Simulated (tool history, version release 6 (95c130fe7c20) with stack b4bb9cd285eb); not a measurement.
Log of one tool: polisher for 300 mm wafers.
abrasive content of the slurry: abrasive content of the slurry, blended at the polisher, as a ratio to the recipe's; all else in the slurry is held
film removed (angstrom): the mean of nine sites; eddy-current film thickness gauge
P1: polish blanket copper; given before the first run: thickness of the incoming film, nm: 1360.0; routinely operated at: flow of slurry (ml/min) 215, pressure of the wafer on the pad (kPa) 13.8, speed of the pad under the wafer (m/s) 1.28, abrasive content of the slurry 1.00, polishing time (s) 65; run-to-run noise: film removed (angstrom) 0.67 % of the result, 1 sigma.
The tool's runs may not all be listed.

run,hour,flow of slurry (ml/min),pressure of the wafer on the pad (kPa),speed of the pad under the wafer (m/s),abrasive content of the slurry,polishing time (s),wafers polished on this pad,hours since the slurry nozzle was cleaned,hours since the head pressure was calibrated,hours since the slurry blender was calibrated,film removed (angstrom)
1,6.4,215,13.8,1.28,1.00,65,590,377.1,83.9,61.1,1387.90
2,10.3,285,13.8,1.28,1.00,65,653,381.0,87.8,65.0,1415.80
3,16.9,215,13.8,1.28,1.00,39,759,387.6,94.4,71.6,828.73
# hour 20.2: head pressure recalibrated
4,23.7,215,13.8,1.28,1.30,94,869,394.4,3.6,78.4,2101.60
5,28.2,215,13.8,1.80,1.00,65,941,398.9,8.1,82.9,1942.90
6,33.0,215,13.8,1.76,1.00,37,1019,403.7,12.9,87.7,1066.00
7,39.6,215,13.8,1.28,1.00,65,1125,410.3,19.5,94.3,1374.90
8,43.6,215,13.8,1.28,1.40,65,1190,414.3,23.5,98.3,1477.70
9,47.9,215,13.8,1.28,1.00,65,1259,418.6,27.8,102.6,1374.90
10,52.2,215,13.8,0.66,1.00,65,1328,422.9,32.1,106.9,714.98
11,57.2,215,13.8,1.28,1.00,65,1409,427.9,37.1,111.9,1369.00
12,61.4,130,13.8,1.28,1.00,65,1477,432.1,41.3,116.1,1263.80
13,66.9,215,13.8,1.28,1.00,95,1565,437.6,46.8,121.6,1985.70
14,72.2,215,6.9,1.28,1.00,65,1651,442.9,52.1,126.9,696.72
# hour 79.0: slurry blender recalibrated
15,79.1,215,13.8,1.28,0.70,65,1762,449.8,59.0,0.2,1272.10
16,86.9,215,20.7,1.28,1.00,65,1888,457.6,66.8,8.0,2069.80
17,90.6,215,13.8,1.28,1.00,65,1947,461.3,70.5,11.7,1380.60
18,97.3,215,6.2,1.28,1.45,65,2055,468.0,77.2,18.4,663.84
19,104.1,215,13.8,1.28,1.00,65,2165,474.8,84.0,25.2,1371.00
20,107.9,215,13.8,1.28,1.00,65,2226,478.6,87.8,29.0,1339.90
21,113.3,215,13.8,1.28,1.00,65,2313,484.0,93.2,34.4,1332.80
22,119.3,215,13.8,1.28,1.00,65,2410,490.0,99.2,40.4,1318.00
23,126.9,215,13.8,1.28,1.00,65,2533,497.6,106.8,48.0,1308.20
24,134.0,215,13.8,1.28,1.00,65,2647,504.7,113.9,55.1,1298.60
25,139.6,215,13.8,1.28,1.00,65,2737,510.3,119.5,60.7,1307.60
# hour 142.1: head pressure recalibrated
# hour 142.5: slurry blender recalibrated
26,143.5,215,13.8,1.28,1.00,65,2800,514.2,1.5,1.1,1298.90
27,151.1,215,13.8,1.28,1.00,65,2923,521.8,9.1,8.7,1302.10
28,157.2,215,13.8,1.28,1.00,65,3021,527.9,15.2,14.8,1294.90
29,162.8,215,13.8,1.28,1.00,65,3111,533.5,20.8,20.4,1289.60

What P1 gives has crept off from where it sat before. The 2 causes that follow fit the log equally well, each at the size noted:
A: removal rate lost through wear of the pad, % = 6.07
B: slurry flow missing at the pad, % = 34.1
The onset of the drift is placed at about hour 104.1.
Each remaining cause and why it is not a fit:
head's pressure below its setpoint, %: its service at hour 142.1 followed the start of the drift and did not put the process back to its old value
abrasive missing from the slurry, %: its service at hour 142.5 followed the start of the drift and did not put the process back to its old value

The 4 check runs listed below each average the results of 3 wafers, and their outcomes are marked with question marks. Under which run would the listed causes produce clearly different results?
check 1,168.4,135,8.3,1.28,1.00,65,,,,,?
check 2,168.4,215,13.8,1.28,1.35,81,,,,,?
check 3,168.4,215,20.7,1.28,1.00,65,,,,,?
check 4,168.4,215,10.3,1.28,1.00,43,,,,,?

How each check would come out, cause by cause:
check,result,if A,if B
check 1,film removed (angstrom),720.38,696.87
check 2,film removed (angstrom),1716.00,1715.90
check 3,film removed (angstrom),1934.70,1934.60
check 4,film removed (angstrom),639.93,639.90
Distance between the nearest two causes, measured in the result of the check that separates them most: check 1 3.32 %; check 2 0 %; check 3 0 %; check 4 0 %
Only check 1 tells the causes apart: in the others they would give nearly the same result.

Then check 1 was run and gave: film removed (angstrom) 726.45. Which cause is it?

A is the cause: removal rate lost through wear of the pad, %.

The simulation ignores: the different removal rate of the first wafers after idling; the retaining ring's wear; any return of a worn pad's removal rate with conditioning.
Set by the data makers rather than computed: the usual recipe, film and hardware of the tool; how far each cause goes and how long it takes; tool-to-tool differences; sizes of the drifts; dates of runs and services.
